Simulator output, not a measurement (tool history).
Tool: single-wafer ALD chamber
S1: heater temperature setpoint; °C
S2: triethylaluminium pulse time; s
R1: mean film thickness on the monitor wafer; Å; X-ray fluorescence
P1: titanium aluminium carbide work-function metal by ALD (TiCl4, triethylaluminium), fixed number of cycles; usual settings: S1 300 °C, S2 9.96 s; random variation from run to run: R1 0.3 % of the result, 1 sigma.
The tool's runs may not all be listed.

run 1 hour=7.7 | S1=300 S2=9.96 | R1=20.785
run 2 hour=17.2 | S1=319 S2=14.32 | R1=23.028
run 3 hour=27.8 | S1=300 S2=9.96 | R1=20.792
run 4 hour=33.1 | S1=300 S2=9.96 | R1=20.679
run 5 hour=41.8 | S1=300 S2=4.10 | R1=16.311
run 6 hour=47.2 | S1=300 S2=9.96 | R1=20.824
run 7 hour=53.0 | S1=276 S2=9.96 | R1=18.660
run 8 hour=62.7 | S1=300 S2=14.08 | R1=21.244
run 9 hour=68.8 | S1=300 S2=9.96 | R1=20.778
run 10 hour=78.7 | S1=318 S2=9.96 | R1=22.336
run 11 hour=88.4 | S1=312 S2=15.65 | R1=22.587
run 12 hour=97.4 | S1=280 S2=15.22 | R1=19.556
run 13 hour=107.0 | S1=300 S2=9.96 | R1=20.821
run 14 hour=115.4 | S1=300 S2=9.96 | R1=20.842
run 15 hour=123.2 | S1=300 S2=9.96 | R1=20.401
run 16 hour=128.5 | S1=300 S2=9.96 | R1=20.468
run 17 hour=134.6 | S1=300 S2=9.96 | R1=20.283
run 18 hour=139.6 | S1=300 S2=9.96 | R1=20.346
run 19 hour=146.9 | S1=300 S2=9.96 | R1=20.430
run 20 hour=152.9 | S1=300 S2=9.96 | R1=20.276

What P1 gives has crept away from where it was. These 2 causes fit the log equally well, each at the size given:
A: wafer temperature below the value expected at the setpoint (K) = 4.49
B: triethylaluminium dose below that of a fresh bottle (%) = 13.4
The creep began at about hour 115.4.

4 check runs are offered, one wafer each, their results left as question marks. Which one tells the causes apart?
run check 1 hour=158.9 | S1=288 S2=9.96 | R1=?
run check 2 hour=158.9 | S1=312 S2=9.96 | R1=?
run check 3 hour=158.9 | S1=300 S2=4.17 | R1=?
run check 4 hour=158.9 | S1=277 S2=9.96 | R1=?

What each check would give under each cause:
check=check_1 result=R1 if_A=19.288 if_B=19.304
check=check_2 result=R1 if_A=21.444 if_B=21.427
check=check_3 result=R1 if_A=16.043 if_B=15.279
check=check_4 result=R1 if_A=18.316 if_B=18.347
How far apart the two closest causes lie, in the result that separates them most: check 1 0.09 %; check 2 0.08 %; check 3 4.88 %; check 4 0.17 %
Only check 3 tells the causes apart: in the others they would give nearly the same result.

Check 3 was then run and gave: R1 16.075 Å. Which cause is it?

It is A: wafer temperature below the value expected at the setpoint (K).

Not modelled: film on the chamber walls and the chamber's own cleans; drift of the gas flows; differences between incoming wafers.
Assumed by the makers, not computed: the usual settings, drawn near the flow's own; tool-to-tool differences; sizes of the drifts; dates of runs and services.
